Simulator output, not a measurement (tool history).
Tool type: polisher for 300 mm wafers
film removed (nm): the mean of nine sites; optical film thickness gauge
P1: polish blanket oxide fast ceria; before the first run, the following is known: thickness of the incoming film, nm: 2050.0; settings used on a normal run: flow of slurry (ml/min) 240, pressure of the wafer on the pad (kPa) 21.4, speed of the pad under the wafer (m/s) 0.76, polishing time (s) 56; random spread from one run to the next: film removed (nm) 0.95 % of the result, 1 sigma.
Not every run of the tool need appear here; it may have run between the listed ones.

run	hour	flow of slurry (ml/min)	pressure of the wafer on the pad (kPa)	speed of the pad under the wafer (m/s)	polishing time (s)	wafers polished on this pad	hours since the slurry nozzle was cleaned	hours since the head pressure was calibrated	film removed (nm)
1	4.6	240	21.4	0.76	56	357	310.1	140.1	807.46
2	9	240	26.9	0.76	72	388	314.5	144.5	1329.3
3	14	240	29	0.76	56	424	319.5	149.5	1114.6
4	20.8	145	21.4	0.76	56	472	326.3	156.3	756.42
5	24.6	240	21.4	0.76	56	499	330.1	160.1	817.21
6	30.9	240	21.4	0.76	34	544	336.4	166.4	498.09
7	36	240	21.4	0.76	56	581	341.5	171.5	820.63
8	39.9	240	21.4	0.76	56	608	345.4	175.4	822.89
9	45.6	350	10.3	0.76	56	649	351.1	181.1	405.79
10	49.1	145	21.4	0.36	56	674	354.6	184.6	362.78
11	55.2	240	21.4	0.38	56	718	360.7	190.7	407.27
12	59.1	240	21.4	1.18	56	745	364.6	194.6	1264.1
13	64.7	360	21.4	0.76	56	785	370.2	200.2	852.22
14	71.1	240	9.7	0.76	56	831	376.6	206.6	370.01
15	75	240	21.4	0.76	87	859	380.5	210.5	1266.6
16	78.8	240	21.4	0.76	56	886	384.3	214.3	811.12
17	82.6	240	21.4	0.76	56	913	388.1	218.1	812.52
18	87.8	240	21.4	0.76	56	950	393.3	223.3	790.53
19	94.7	240	21.4	0.76	56	999	400.2	230.2	772.41

For run 20, what comes out?
20	99.5	240	21.4	0.76	56	1034	405	235	?

For run 20 the tool returned film removed (nm) 767.6.

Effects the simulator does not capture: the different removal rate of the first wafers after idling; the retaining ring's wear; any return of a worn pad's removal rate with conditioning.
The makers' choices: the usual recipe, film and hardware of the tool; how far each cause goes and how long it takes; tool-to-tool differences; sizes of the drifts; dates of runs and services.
